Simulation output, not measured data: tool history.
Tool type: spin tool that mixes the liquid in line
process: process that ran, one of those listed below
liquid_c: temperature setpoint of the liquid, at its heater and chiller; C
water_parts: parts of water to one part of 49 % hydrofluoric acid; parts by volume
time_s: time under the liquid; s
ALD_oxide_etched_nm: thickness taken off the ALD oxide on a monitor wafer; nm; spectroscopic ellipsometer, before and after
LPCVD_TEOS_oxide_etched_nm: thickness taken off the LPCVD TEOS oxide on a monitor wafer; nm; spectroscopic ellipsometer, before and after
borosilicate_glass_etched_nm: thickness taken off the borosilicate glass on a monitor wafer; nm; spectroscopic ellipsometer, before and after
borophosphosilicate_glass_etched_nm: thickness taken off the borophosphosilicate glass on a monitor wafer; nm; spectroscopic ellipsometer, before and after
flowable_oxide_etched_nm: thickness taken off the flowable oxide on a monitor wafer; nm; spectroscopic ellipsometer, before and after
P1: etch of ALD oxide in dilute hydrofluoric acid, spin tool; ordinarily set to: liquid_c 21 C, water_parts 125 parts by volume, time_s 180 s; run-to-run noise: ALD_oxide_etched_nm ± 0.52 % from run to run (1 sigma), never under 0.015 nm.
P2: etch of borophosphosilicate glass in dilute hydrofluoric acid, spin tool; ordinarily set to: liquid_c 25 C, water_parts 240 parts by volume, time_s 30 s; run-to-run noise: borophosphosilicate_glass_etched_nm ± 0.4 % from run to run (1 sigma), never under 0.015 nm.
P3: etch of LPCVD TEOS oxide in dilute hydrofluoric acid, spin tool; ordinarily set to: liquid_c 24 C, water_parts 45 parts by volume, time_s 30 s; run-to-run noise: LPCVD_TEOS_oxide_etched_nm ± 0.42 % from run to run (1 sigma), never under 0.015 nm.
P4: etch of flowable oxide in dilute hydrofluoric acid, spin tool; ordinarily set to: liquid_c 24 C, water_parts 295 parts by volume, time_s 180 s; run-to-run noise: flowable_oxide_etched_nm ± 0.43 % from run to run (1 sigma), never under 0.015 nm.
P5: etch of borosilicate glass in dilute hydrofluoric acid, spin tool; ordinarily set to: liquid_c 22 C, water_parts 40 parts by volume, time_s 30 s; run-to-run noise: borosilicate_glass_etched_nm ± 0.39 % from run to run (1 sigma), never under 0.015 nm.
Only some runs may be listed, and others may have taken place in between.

run,day,process,liquid_c,water_parts,time_s,hours since the thermometer was replaced,hours since the hydrofluoric acid flow meter was replaced,ALD_oxide_etched_nm,LPCVD_TEOS_oxide_etched_nm,borosilicate_glass_etched_nm,borophosphosilicate_glass_etched_nm,flowable_oxide_etched_nm
1,0.125,P1,21,125,180,361.3,324.5,12.197,,,,
2,0.333,P1,21,70,180,366.3,329.5,23.185,,,,
3,0.533,P1,17,125,310,371.1,334.3,17.761,,,,
4,0.683,P1,21,125,180,374.7,337.9,12.148,,,,
5,0.838,P1,25,125,180,378.4,341.6,14.3,,,,
6,1.046,P3,24,30,30,383.4,346.6,,18.381,,,
7,1.208,P5,22,40,15,387.3,350.5,,,6.8962,,
8,1.304,P1,21,125,180,389.6,352.8,12.143,,,,
9,1.45,P2,25,240,15,393.1,356.3,,,,3.4314,
10,1.608,P5,22,40,30,396.9,360.1,,,13.616,,
11,1.767,P4,24,295,180,400.7,363.9,,,,,18.296
12,1.875,P5,29.5,40,30,403.3,366.5,,,18.466,,
13,2.062,P4,24,295,180,407.8,371,,,,,18.325
14,2.188,P3,30.5,45,30,410.8,374,,15.713,,,
15,2.367,P1,21,125,315,415.1,378.3,21.37,,,,
16,2.529,P1,21,125,40,419,382.2,2.6708,,,,
17,2.733,P2,25,425,30,423.9,387.1,,,,3.2125,
18,2.829,P3,24,45,30,426.2,389.4,,11.9,,,
19,3.042,P1,17,125,180,431.3,394.5,10.371,,,,
20,3.208,P4,24,295,15,435.3,398.5,,,,,1.5329
21,3.417,P4,28,295,180,440.3,403.5,,,,,20.993
22,3.521,P1,21,125,180,442.8,406,12.225,,,,
23,3.692,P2,25,240,30,446.9,410.1,,,,6.8075,
24,3.821,P3,24,45,60,450,413.2,,23.873,,,
25,4.033,P2,32,240,30,455.1,418.3,,,,8.6266,
26,4.175,P3,24,45,30,458.5,421.7,,12.058,,,
27,4.3,P1,21,170,180,461.5,424.7,8.5672,,,,
28,4.412,P4,24,60,180,464.2,427.4,,,,,118.02
29,4.621,P1,21,125,180,469.2,432.4,12.149,,,,
30,4.779,P5,22,60,30,473,436.2,,,8.9651,,
31,4.954,P1,21,125,180,477.2,440.4,12.285,,,,
32,5.133,P1,21,125,180,481.5,444.7,12.116,,,,
33,5.338,P1,21,125,180,486.4,449.6,11.78,,,,
34,5.55,P1,21,125,180,491.5,454.7,11.503,,,,
35,5.646,P1,21,125,180,493.8,457,11.498,,,,
36,5.767,P1,21,125,180,496.7,459.9,11.397,,,,
37,5.954,P1,21,125,180,501.2,464.4,11.474,,,,
38,6.138,P1,21,125,180,505.6,468.8,11.353,,,,
39,6.242,P1,21,125,180,508.1,471.3,11.46,,,,
40,6.408,P1,21,125,180,512.1,475.3,11.33,,,,

Something has made what P1 gives creep away from where it was; the 2 causes below, each at its own stated size, fit the log equally well:
A: liquid colder than its thermometer reads (K) = 1.67
B: hydrofluoric acid flow below the setpoint (%) = 5.73
The process output started creeping at around day 5.133.

Which of the check runs below tells the causes apart, meaning the causes would give it clearly different results? Each run uses 2 wafers whose results are averaged, and each result is shown as a question mark.
check 1,6.575,P2,31.5,385,30,,,,,,?,
check 2,6.575,P4,24,80,180,,,,,,,?
check 3,6.575,P3,27,45,30,,,,?,,,
check 4,6.575,P5,28,40,15,,,,,?,,

Predicted outcomes, by check and by cause:
check,result,if A,if B
check 1,borophosphosilicate_glass_etched_nm,4.2849,4.1475
check 2,flowable_oxide_etched_nm,79.943,80.145
check 3,LPCVD_TEOS_oxide_etched_nm,12.692,12.753
check 4,borosilicate_glass_etched_nm,8.1801,8.2216
Per check, the gap between the least separated pair of causes, taken in the result that splits them most: check 1 3.26 %; check 2 0.25 %; check 3 0.48 %; check 4 0.51 %
Only check 1 tells the causes apart: in the others they would give nearly the same result.

Running check 1 produced the following: borophosphosilicate_glass_etched_nm 4.1503 nm. Which one of the listed causes fits?

The cause is B: hydrofluoric acid flow below the setpoint (%).
